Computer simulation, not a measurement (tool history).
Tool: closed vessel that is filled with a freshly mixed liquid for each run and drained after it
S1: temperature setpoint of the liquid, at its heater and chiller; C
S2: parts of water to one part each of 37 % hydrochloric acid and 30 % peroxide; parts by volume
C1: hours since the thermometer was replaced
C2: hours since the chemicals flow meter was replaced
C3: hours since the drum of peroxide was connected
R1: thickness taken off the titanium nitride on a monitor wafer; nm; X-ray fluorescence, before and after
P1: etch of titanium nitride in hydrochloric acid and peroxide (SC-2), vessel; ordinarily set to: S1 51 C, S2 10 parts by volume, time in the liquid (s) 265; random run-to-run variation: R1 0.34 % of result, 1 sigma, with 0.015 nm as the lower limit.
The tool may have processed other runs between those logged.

{"run": 1, "day": 0.546, "S1": 51, "S2": 10, "time in the liquid (s)": 265, "C1": 1116.9, "C2": 619.6, "C3": 614, "R1": 9.3171}
{"run": 2, "day": 0.996, "S1": 51, "S2": 10, "time in the liquid (s)": 265, "C1": 1127.7, "C2": 630.4, "C3": 624.8, "R1": 9.3016}
{"run": 3, "day": 1.492, "S1": 51, "S2": 10, "time in the liquid (s)": 265, "C1": 1139.6, "C2": 642.3, "C3": 636.7, "R1": 9.2278}
{"run": 4, "day": 1.804, "S1": 58.5, "S2": 10, "time in the liquid (s)": 265, "C1": 1147.1, "C2": 649.8, "C3": 644.2, "R1": 15.107}
{"run": 5, "day": 2.442, "S1": 51, "S2": 10, "time in the liquid (s)": 265, "C1": 1162.4, "C2": 665.1, "C3": 659.5, "R1": 9.2524}
{"run": 6, "day": 2.85, "S1": 51, "S2": 15.5, "time in the liquid (s)": 420, "C1": 1172.2, "C2": 674.9, "C3": 669.3, "R1": 10.084}
{"run": 7, "day": 3.433, "S1": 36, "S2": 10, "time in the liquid (s)": 265, "C1": 1186.2, "C2": 688.9, "C3": 683.3, "R1": 3.2713}
{"run": 8, "day": 3.867, "S1": 51, "S2": 10, "time in the liquid (s)": 105, "C1": 1196.6, "C2": 699.3, "C3": 693.7, "R1": 3.6647}
{"run": 9, "day": 4.304, "S1": 51, "S2": 10, "time in the liquid (s)": 265, "C1": 1207.1, "C2": 709.8, "C3": 704.2, "R1": 9.2182}
{"run": 10, "day": 5.0, "S1": 51, "S2": 4, "time in the liquid (s)": 265, "C1": 1223.8, "C2": 726.5, "C3": 720.9, "R1": 18.472}
{"run": 11, "day": 5.554, "S1": 51, "S2": 10, "time in the liquid (s)": 265, "C1": 1237.1, "C2": 739.8, "C3": 734.2, "R1": 9.2813}
{"run": 12, "day": 6.042, "S1": 51, "S2": 10, "time in the liquid (s)": 265, "C1": 1248.8, "C2": 751.5, "C3": 745.9, "R1": 9.3116}
{"run": 13, "day": 6.596, "S1": 51, "S2": 10, "time in the liquid (s)": 440, "C1": 1262.1, "C2": 764.8, "C3": 759.2, "R1": 15.461}
{"run": 14, "day": 7.229, "S1": 51, "S2": 4, "time in the liquid (s)": 150, "C1": 1277.3, "C2": 780, "C3": 774.4, "R1": 10.566}
{"run": 15, "day": 7.908, "S1": 51, "S2": 15.5, "time in the liquid (s)": 265, "C1": 1293.6, "C2": 796.3, "C3": 790.7, "R1": 6.3886}
{"run": 16, "day": 8.429, "S1": 40, "S2": 4, "time in the liquid (s)": 265, "C1": 1306.1, "C2": 808.8, "C3": 803.2, "R1": 8.7437}
{"run": 17, "day": 8.796, "S1": 51, "S2": 10, "time in the liquid (s)": 265, "C1": 1314.9, "C2": 817.6, "C3": 812, "R1": 9.2623}
{"run": 18, "day": 9.45, "S1": 51, "S2": 10, "time in the liquid (s)": 265, "C1": 1330.6, "C2": 833.3, "C3": 827.7, "R1": 8.9894}
{"run": 19, "day": 9.85, "S1": 51, "S2": 10, "time in the liquid (s)": 265, "C1": 1340.2, "C2": 842.9, "C3": 837.3, "R1": 8.9013}
{"run": 20, "day": 10.558, "S1": 51, "S2": 10, "time in the liquid (s)": 265, "C1": 1357.2, "C2": 859.9, "C3": 854.3, "R1": 8.7526}
{"run": 21, "day": 11.258, "S1": 51, "S2": 10, "time in the liquid (s)": 265, "C1": 1374, "C2": 876.7, "C3": 871.1, "R1": 8.6195}
{"day": 11.467, "done": "new drum of peroxide connected"}
{"run": 22, "day": 11.575, "S1": 51, "S2": 10, "time in the liquid (s)": 265, "C1": 1381.6, "C2": 884.3, "C3": 2.6, "R1": 8.5892}
{"run": 23, "day": 12.279, "S1": 51, "S2": 10, "time in the liquid (s)": 265, "C1": 1398.5, "C2": 901.2, "C3": 19.5, "R1": 8.4929}
{"run": 24, "day": 12.646, "S1": 51, "S2": 10, "time in the liquid (s)": 265, "C1": 1407.3, "C2": 910, "C3": 28.3, "R1": 8.5735}
{"run": 25, "day": 13.188, "S1": 51, "S2": 10, "time in the liquid (s)": 265, "C1": 1420.3, "C2": 923, "C3": 41.3, "R1": 8.5035}
{"run": 26, "day": 13.862, "S1": 51, "S2": 10, "time in the liquid (s)": 265, "C1": 1436.5, "C2": 939.2, "C3": 57.5, "R1": 8.5193}
{"run": 27, "day": 14.388, "S1": 51, "S2": 10, "time in the liquid (s)": 265, "C1": 1449.1, "C2": 951.8, "C3": 70.1, "R1": 8.5265}
{"run": 28, "day": 15.079, "S1": 51, "S2": 10, "time in the liquid (s)": 265, "C1": 1465.7, "C2": 968.4, "C3": 86.7, "R1": 8.4803}

P1 no longer gives what it gave before; its output has crept away from where it was. The following 2 causes, each at its listed size, fit the log equally well:
A: chemicals flow below the setpoint (%) = 9.89
B: liquid colder than its thermometer reads (K) = 1.32
At approximately day 8.796, the process output began to creep.
Ruled out, with reasons:
peroxide weaker than its label (%): was serviced at day 11.467, once the creep was under way, yet the earlier output never came back

The 4 check runs listed below each average the results of 2 wafers, and their outcomes are marked with question marks. Under which run would the listed causes produce clearly different results?
{"run": "check 1", "day": 15.771, "S1": 57.5, "S2": 10, "time in the liquid (s)": 150, "R1": "?"}
{"run": "check 2", "day": 15.771, "S1": 38.5, "S2": 4, "time in the liquid (s)": 265, "R1": "?"}
{"run": "check 3", "day": 15.771, "S1": 51, "S2": 13, "time in the liquid (s)": 265, "R1": "?"}
{"run": "check 4", "day": 15.771, "S1": 51, "S2": 14, "time in the liquid (s)": 375, "R1": "?"}

How each check would come out, cause by cause:
check=check_1 result=R1 if_A=7.3353 if_B=7.3584
check=check_2 result=R1 if_A=7.3015 if_B=7.1254
check=check_3 result=R1 if_A=6.7738 if_B=6.7945
check=check_4 result=R1 if_A=8.9789 if_B=9.0139
Per-check spread between the two closest causes, in the result where they differ most: check 1 0.32 %; check 2 2.44 %; check 3 0.3 %; check 4 0.39 %
Only in check 2 would the causes give clearly different results; in the remaining checks their results would be nearly the same.

With check 2 done, the readings were: R1 7.2802 nm. Identify which of the listed causes applies.

It is A: chemicals flow below the setpoint (%).
